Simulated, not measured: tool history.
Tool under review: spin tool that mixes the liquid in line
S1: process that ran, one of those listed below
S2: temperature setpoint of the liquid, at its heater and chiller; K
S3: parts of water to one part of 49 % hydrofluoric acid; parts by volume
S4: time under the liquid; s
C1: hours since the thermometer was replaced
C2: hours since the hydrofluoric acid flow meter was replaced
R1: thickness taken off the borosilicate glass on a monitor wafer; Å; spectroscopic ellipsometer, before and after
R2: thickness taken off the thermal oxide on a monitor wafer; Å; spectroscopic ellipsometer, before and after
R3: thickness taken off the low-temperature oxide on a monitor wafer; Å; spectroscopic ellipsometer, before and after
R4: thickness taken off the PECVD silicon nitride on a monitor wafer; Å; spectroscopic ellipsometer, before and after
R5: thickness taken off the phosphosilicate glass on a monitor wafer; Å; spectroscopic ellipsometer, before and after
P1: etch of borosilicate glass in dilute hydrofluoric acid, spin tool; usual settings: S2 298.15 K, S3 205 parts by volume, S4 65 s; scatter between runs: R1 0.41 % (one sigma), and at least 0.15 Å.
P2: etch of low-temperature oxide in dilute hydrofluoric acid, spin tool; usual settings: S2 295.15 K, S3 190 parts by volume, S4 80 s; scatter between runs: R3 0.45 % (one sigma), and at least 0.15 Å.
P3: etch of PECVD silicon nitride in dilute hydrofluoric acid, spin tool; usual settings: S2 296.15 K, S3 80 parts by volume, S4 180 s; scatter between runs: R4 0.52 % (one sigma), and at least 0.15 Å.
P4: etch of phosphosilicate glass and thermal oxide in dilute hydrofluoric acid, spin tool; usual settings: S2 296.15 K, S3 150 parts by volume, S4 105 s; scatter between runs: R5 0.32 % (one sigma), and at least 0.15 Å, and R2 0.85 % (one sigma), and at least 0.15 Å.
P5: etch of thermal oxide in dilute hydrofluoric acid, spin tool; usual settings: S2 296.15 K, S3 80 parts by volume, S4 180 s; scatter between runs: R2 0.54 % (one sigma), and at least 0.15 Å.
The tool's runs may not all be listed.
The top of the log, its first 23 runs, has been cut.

| run | hour | S1 | S2 | S3 | S4 | C1 | C2 | R1 | R2 | R3 | R4 | R5 |
|---|---|---|---|---|---|---|---|---|---|---|---|---|
| 24 | 111.4 | P4 | 296.15 | 260 | 105 | 319.4 | 415.1 |  | 15.9110 |  |  | 318.06 |
| 25 | 115.9 | P4 | 296.15 | 150 | 105 | 323.9 | 419.6 |  | 30.0680 |  |  | 613.57 |
| 26 | 121.8 | P1 | 305.65 | 205 | 65 | 329.8 | 425.5 | 142.370 |  |  |  |  |
| 27 | 126.9 | P4 | 296.15 | 150 | 105 | 334.9 | 430.6 |  | 30.7140 |  |  | 613.89 |
| 28 | 131.3 | P1 | 298.15 | 205 | 65 | 339.3 | 435.0 | 110.060 |  |  |  |  |
| 29 | 137.1 | P4 | 296.15 | 150 | 25 | 345.1 | 440.8 |  | 7.5161 |  |  | 145.17 |
| 30 | 142.1 | P5 | 296.15 | 80 | 180 | 350.1 | 445.8 |  | 107.6900 |  |  |  |
| 31 | 146.7 | P1 | 298.15 | 205 | 65 | 354.7 | 450.4 | 110.250 |  |  |  |  |
| 32 | 150.8 | P5 | 296.15 | 80 | 360 | 358.8 | 454.5 |  | 214.3900 |  |  |  |
| 33 | 156.0 | P1 | 298.15 | 205 | 65 | 364.0 | 459.7 | 110.180 |  |  |  |  |
| 34 | 162.6 | P1 | 298.15 | 205 | 65 | 370.6 | 466.3 | 112.750 |  |  |  |  |
| 35 | 168.9 | P1 | 298.15 | 205 | 65 | 376.9 | 472.6 | 113.620 |  |  |  |  |
| 36 | 172.2 | P1 | 298.15 | 205 | 65 | 380.2 | 475.9 | 114.550 |  |  |  |  |
| 37 | 177.6 | P1 | 298.15 | 205 | 65 | 385.6 | 481.3 | 115.610 |  |  |  |  |
| 38 | 181.7 | P1 | 298.15 | 205 | 65 | 389.7 | 485.4 | 115.760 |  |  |  |  |
| 39 | 187.7 | P1 | 298.15 | 205 | 65 | 395.7 | 491.4 | 116.340 |  |  |  |  |

Run 40, settings as shown, results not yet in. Your forecast:
| 40 | 194.4 | P1 | 298.15 | 205 | 65 | 402.4 | 498.1 | ? |  |  |  |  |

R1: 117.970 Å

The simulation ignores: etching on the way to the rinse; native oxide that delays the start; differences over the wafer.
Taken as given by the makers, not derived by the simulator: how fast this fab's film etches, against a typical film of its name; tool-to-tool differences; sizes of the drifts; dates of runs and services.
